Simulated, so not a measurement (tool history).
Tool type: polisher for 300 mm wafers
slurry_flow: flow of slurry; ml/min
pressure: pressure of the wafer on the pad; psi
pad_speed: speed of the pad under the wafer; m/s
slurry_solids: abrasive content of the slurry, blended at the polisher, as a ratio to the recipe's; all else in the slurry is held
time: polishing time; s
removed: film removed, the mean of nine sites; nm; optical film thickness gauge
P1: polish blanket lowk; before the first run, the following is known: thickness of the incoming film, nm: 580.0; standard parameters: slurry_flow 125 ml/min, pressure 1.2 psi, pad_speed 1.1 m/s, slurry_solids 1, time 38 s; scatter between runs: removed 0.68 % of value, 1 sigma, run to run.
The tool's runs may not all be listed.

Run 1, hour 5.7: slurry_flow 125 ml/min, pressure 1.2 psi, pad_speed 1.1 m/s, slurry_solids 1, time 38 s. Result: removed 10.036 nm.
Run 2, hour 10.8: slurry_flow 125 ml/min, pressure 1.2 psi, pad_speed 1.1 m/s, slurry_solids 1, time 38 s. Result: removed 10.155 nm.
Run 3, hour 15.8: slurry_flow 125 ml/min, pressure 1.2 psi, pad_speed 1.52 m/s, slurry_solids 1, time 38 s. Result: removed 13.177 nm.
At hour 16.2: slurry nozzle cleaned.
Run 4, hour 25.3: slurry_flow 75 ml/min, pressure 1.2 psi, pad_speed 1.1 m/s, slurry_solids 1, time 38 s. Result: removed 8.758 nm.
Run 5, hour 30.6: slurry_flow 125 ml/min, pressure 1.2 psi, pad_speed 1.1 m/s, slurry_solids 1, time 38 s. Result: removed 10.187 nm.
Run 6, hour 40.6: slurry_flow 200 ml/min, pressure 1.2 psi, pad_speed 1.1 m/s, slurry_solids 1, time 38 s. Result: removed 11.051 nm.
Run 7, hour 50: slurry_flow 125 ml/min, pressure 1.2 psi, pad_speed 1.1 m/s, slurry_solids 1.3, time 38 s. Result: removed 11.387 nm.
Run 8, hour 59.1: slurry_flow 125 ml/min, pressure 1.5 psi, pad_speed 1.1 m/s, slurry_solids 1, time 19 s. Result: removed 6.3284 nm.
Run 9, hour 67.4: slurry_flow 125 ml/min, pressure 1.2 psi, pad_speed 1.1 m/s, slurry_solids 1, time 23 s. Result: removed 6.1597 nm.
Run 10, hour 75.7: slurry_flow 125 ml/min, pressure 1.2 psi, pad_speed 1.1 m/s, slurry_solids 1, time 38 s. Result: removed 10.164 nm.
Run 11, hour 84: slurry_flow 125 ml/min, pressure 1.2 psi, pad_speed 1.1 m/s, slurry_solids 1, time 38 s. Result: removed 9.9869 nm.
Run 12, hour 93: slurry_flow 170 ml/min, pressure 1.7 psi, pad_speed 1.1 m/s, slurry_solids 1, time 38 s. Result: removed 14.985 nm.
Run 13, hour 101.9: slurry_flow 125 ml/min, pressure 1.2 psi, pad_speed 1.1 m/s, slurry_solids 0.55, time 38 s. Result: removed 7.3609 nm.
Run 14, hour 111.4: slurry_flow 125 ml/min, pressure 0.7 psi, pad_speed 1.1 m/s, slurry_solids 1, time 38 s. Result: removed 5.8673 nm.
Run 15, hour 121.1: slurry_flow 125 ml/min, pressure 1.2 psi, pad_speed 1.1 m/s, slurry_solids 1, time 58 s. Result: removed 15.582 nm.
Run 16, hour 126.2: slurry_flow 125 ml/min, pressure 1.2 psi, pad_speed 0.6 m/s, slurry_solids 1, time 38 s. Result: removed 6.2649 nm.
Run 17, hour 131.6: slurry_flow 125 ml/min, pressure 1.8 psi, pad_speed 1.1 m/s, slurry_solids 1, time 38 s. Result: removed 15.279 nm.
Run 18, hour 140.7: slurry_flow 125 ml/min, pressure 1.2 psi, pad_speed 1.1 m/s, slurry_solids 1, time 38 s. Result: removed 10.076 nm.
Run 19, hour 148.5: slurry_flow 125 ml/min, pressure 1.2 psi, pad_speed 1.1 m/s, slurry_solids 1, time 38 s. Result: removed 9.5068 nm.
Run 20, hour 156.5: slurry_flow 125 ml/min, pressure 1.2 psi, pad_speed 1.1 m/s, slurry_solids 1, time 38 s. Result: removed 9.2263 nm.
Run 21, hour 162.6: slurry_flow 125 ml/min, pressure 1.2 psi, pad_speed 1.1 m/s, slurry_solids 1, time 38 s. Result: removed 9.1526 nm.
At hour 169: conditioning disc replaced and pad reconditioned.
Run 22, hour 170.2: slurry_flow 125 ml/min, pressure 1.2 psi, pad_speed 1.1 m/s, slurry_solids 1, time 38 s. Result: removed 8.9868 nm.
At hour 174: worn pad replaced by a new one.
Run 23, hour 176.1: slurry_flow 125 ml/min, pressure 1.2 psi, pad_speed 1.1 m/s, slurry_solids 1, time 38 s. Result: removed 8.9773 nm.
Run 24, hour 183.3: slurry_flow 125 ml/min, pressure 1.2 psi, pad_speed 1.1 m/s, slurry_solids 1, time 38 s. Result: removed 9.0019 nm.
Run 25, hour 189.1: slurry_flow 125 ml/min, pressure 1.2 psi, pad_speed 1.1 m/s, slurry_solids 1, time 38 s. Result: removed 8.9283 nm.

The log shows P1 creeping away from where it was. Any of the 3 causes listed here, at the size stated for it, fits the log just as well as the others:
A: head's pressure below its setpoint, % = 11.7
B: abrasive missing from the slurry, % = 22.5
C: slurry flow missing at the pad, % = 38.6
The drift started at roughly hour 140.7.
Why every other cause is out:
removal rate lost through wear of the pad, %: serviced at hour 174, after the change had begun; the process did not return to its earlier output
time polished since the conditioner stopped cutting, s: serviced at hour 169, after the change had begun; the process did not return to its earlier output

You are offered 4 check runs, listed below with question marks in place of their results; each one averages 3 wafers. Which run separates the listed causes by giving clearly different results for each?
Run check 1, hour 194.9: slurry_flow 75 ml/min, pressure 1.2 psi, pad_speed 1.1 m/s, slurry_solids 1, time 28 s. Result: removed ?.
Run check 2, hour 194.9: slurry_flow 125 ml/min, pressure 0.8 psi, pad_speed 1.1 m/s, slurry_solids 1.3, time 38 s. Result: removed ?.
Run check 3, hour 194.9: slurry_flow 190 ml/min, pressure 1.2 psi, pad_speed 1.1 m/s, slurry_solids 0.6, time 38 s. Result: removed ?.
Run check 4, hour 194.9: slurry_flow 125 ml/min, pressure 0.9 psi, pad_speed 1.46 m/s, slurry_solids 1, time 38 s. Result: removed ?.

Outcome of each check run for each possible cause:
  check   result    if A    if B    if C
check 1  removed  5.7609  5.7636  5.3908
check 2  removed  6.6433  6.7572  6.6428
check 3  removed  7.3484  7.1203  7.6405
check 4  removed  8.3903  8.3943  8.3897
Distance between the nearest two causes, measured in the result of the check that separates them most: check 1 0.05 %; check 2 0.01 %; check 3 3.15 %; check 4 0.01 %
Check 3 distinguishes between the causes, while the remaining checks would return nearly the same result for all of them.

Then check 3 was run and gave: removed 7.3186 nm. Which cause is it?

It is A: head's pressure below its setpoint, %.
